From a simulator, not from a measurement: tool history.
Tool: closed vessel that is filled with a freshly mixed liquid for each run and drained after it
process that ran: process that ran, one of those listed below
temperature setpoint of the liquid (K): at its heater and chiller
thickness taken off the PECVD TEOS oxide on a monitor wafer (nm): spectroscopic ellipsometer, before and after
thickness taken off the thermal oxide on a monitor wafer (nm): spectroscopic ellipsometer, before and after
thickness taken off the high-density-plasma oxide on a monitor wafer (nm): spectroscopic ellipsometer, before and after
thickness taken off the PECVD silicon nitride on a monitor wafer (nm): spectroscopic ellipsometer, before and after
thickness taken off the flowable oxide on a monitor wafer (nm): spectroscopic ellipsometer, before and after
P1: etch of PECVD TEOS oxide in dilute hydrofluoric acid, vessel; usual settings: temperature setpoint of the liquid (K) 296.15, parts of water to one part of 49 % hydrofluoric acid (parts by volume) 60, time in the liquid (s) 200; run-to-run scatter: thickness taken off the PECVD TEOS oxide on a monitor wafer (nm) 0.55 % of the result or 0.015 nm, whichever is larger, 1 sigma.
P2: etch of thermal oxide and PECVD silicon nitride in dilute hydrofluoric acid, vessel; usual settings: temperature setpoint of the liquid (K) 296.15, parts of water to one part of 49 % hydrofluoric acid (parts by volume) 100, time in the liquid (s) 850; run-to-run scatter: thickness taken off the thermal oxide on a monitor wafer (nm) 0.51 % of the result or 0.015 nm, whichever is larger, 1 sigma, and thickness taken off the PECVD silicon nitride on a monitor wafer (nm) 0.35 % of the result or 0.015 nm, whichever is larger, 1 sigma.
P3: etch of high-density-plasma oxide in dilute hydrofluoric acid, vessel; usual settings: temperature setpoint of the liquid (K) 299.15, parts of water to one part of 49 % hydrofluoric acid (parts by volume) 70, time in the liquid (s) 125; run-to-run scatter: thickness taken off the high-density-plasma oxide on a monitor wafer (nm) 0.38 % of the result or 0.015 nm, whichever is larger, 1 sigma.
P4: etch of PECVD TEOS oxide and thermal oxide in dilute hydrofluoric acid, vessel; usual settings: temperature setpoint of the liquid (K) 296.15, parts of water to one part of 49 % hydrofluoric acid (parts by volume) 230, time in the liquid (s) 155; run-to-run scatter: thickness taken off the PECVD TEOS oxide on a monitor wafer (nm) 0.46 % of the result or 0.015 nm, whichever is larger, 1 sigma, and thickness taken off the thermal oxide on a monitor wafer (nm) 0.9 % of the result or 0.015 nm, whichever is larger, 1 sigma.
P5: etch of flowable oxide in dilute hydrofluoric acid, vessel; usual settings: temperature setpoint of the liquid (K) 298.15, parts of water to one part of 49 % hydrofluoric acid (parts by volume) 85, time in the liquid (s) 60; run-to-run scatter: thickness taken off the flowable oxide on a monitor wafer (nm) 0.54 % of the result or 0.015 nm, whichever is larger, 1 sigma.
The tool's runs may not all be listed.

run	hour	process that ran	temperature setpoint of the liquid (K)	parts of water to one part of 49 % hydrofluoric acid (parts by volume)	time in the liquid (s)	hours since the thermometer was replaced	hours since the hydrofluoric acid flow meter was replaced	thickness taken off the PECVD TEOS oxide on a monitor wafer (nm)	thickness taken off the thermal oxide on a monitor wafer (nm)	thickness taken off the high-density-plasma oxide on a monitor wafer (nm)	thickness taken off the PECVD silicon nitride on a monitor wafer (nm)	thickness taken off the flowable oxide on a monitor wafer (nm)
1	3.6	P1	296.15	60	200	1839.7	769.3	57.0680				
2	5.8	P1	296.15	60	80	1841.9	771.5	22.7800				
3	7.9	P1	296.15	60	200	1844.0	773.6	57.0840				
4	10.3	P4	296.15	230	155	1846.4	776.0	5.5663	2.74370			
5	12.8	P1	300.15	60	200	1848.9	778.5	67.5650				
6	14.9	P3	299.15	70	125	1851.0	780.6			12.618		
7	17.8	P1	296.15	60	200	1853.9	783.5	57.0080				
8	20.3	P2	296.15	100	850	1856.4	786.0		38.39500		19.4890	
9	22.3	P1	290.65	60	200	1858.4	788.0	45.2650				
10	26.2	P1	296.15	60	200	1862.3	791.9	56.5610				
11	28.7	P3	299.15	70	125	1864.8	794.4			12.496		
12	32.7	P2	291.65	100	850	1868.8	798.4		32.00700		14.4350	
13	36.2	P4	296.15	400	155	1872.3	801.9	2.6752	1.32220			
14	38.6	P4	296.15	230	45	1874.7	804.3	1.5950	0.81252			
15	42.5	P2	296.15	100	310	1878.6	808.2		14.07900		7.1846	
16	46.5	P3	299.15	70	245	1882.6	812.2			24.461		
17	49.2	P1	296.15	20	200	1885.3	814.9	179.1900				
18	52.4	P3	307.15	70	125	1888.5	818.1			16.920		
19	54.7	P5	298.15	85	95	1890.8	820.4					57.497
20	57.0	P1	296.15	90	200	1893.1	822.7	36.7040				
21	60.4	P4	290.15	230	155	1896.5	826.1	4.3686	2.14220			
22	63.4	P2	296.15	20	850	1899.5	829.1		214.51000		93.7290	
23	66.3	P5	298.15	85	60	1902.4	832.0					36.374
24	69.9	P1	291.15	85	200	1906.0	835.6	31.8170				
25	73.2	P5	298.15	85	60	1909.3	838.9					36.233
26	76.1	P1	296.15	60	200	1912.2	841.8	57.0310				
27	78.5	P5	298.15	45	60	1914.6	844.2					71.886
28	81.6	P3	299.15	25	125	1917.7	847.3			37.461		
29	84.2	P5	294.15	85	60	1920.3	849.9					30.930
30	88.4	P1	296.15	60	370	1924.5	854.1	104.5200				
31	91.1	P1	296.15	60	200	1927.2	856.8	56.7110				
32	93.6	P1	296.15	60	200	1929.7	859.3	57.8190				
33	95.9	P1	296.15	60	200	1932.0	861.6	58.4330				
34	98.7	P1	296.15	60	200	1934.8	864.4	59.0210				
35	102.5	P1	296.15	60	200	1938.6	868.2	59.5480				
36	104.7	P1	296.15	60	200	1940.8	870.4	59.7780				
37	107.7	P1	296.15	60	200	1943.8	873.4	60.2160				
38	112.0	P1	296.15	60	200	1948.1	877.7	60.2160				
39	115.2	P1	296.15	60	200	1951.3	880.9	60.3380				
40	119.4	P1	296.15	60	200	1955.5	885.1	60.4830				

What P1 gives has crept away from where it was. These 2 causes fit the log equally well, each at the size given:
A: hydrofluoric acid flow above the setpoint (%) = 5.36
B: liquid hotter than its thermometer reads (K) = 1.38
The creep began at about hour 91.1.

4 check runs are offered, one wafer each, their results left as question marks. Which one tells the causes apart?
check 1	123.6	P3	299.15	30	205					?		
check 2	123.6	P5	298.15	55	60							?
check 3	123.6	P4	291.15	230	155			?	?			
check 4	123.6	P2	296.15	60	850				?		?	

What each check would give under each cause:
check	result	if A	if B
check 1	thickness taken off the high-density-plasma oxide on a monitor wafer (nm)	53.574	53.686
check 2	thickness taken off the flowable oxide on a monitor wafer (nm)	61.671	61.656
check 3	thickness taken off the PECVD TEOS oxide on a monitor wafer (nm)	4.8628	4.8156
check 3	thickness taken off the thermal oxide on a monitor wafer (nm)	2.38260	2.35950
check 4	thickness taken off the thermal oxide on a monitor wafer (nm)	71.17500	71.20500
check 4	thickness taken off the PECVD silicon nitride on a monitor wafer (nm)	34.0670	35.5190
How far apart the two closest causes lie, in the result that separates them most: check 1 0.21 %; check 2 0.02 %; check 3 0.98 %; check 4 4.17 %
Check 4 tells the causes apart: in the others they would give nearly the same result.

Then check 4 was run and gave: thickness taken off the thermal oxide on a monitor wafer (nm) 70.98400; thickness taken off the PECVD silicon nitride on a monitor wafer (nm) 33.8830. Which cause is it?

It is A: hydrofluoric acid flow above the setpoint (%).

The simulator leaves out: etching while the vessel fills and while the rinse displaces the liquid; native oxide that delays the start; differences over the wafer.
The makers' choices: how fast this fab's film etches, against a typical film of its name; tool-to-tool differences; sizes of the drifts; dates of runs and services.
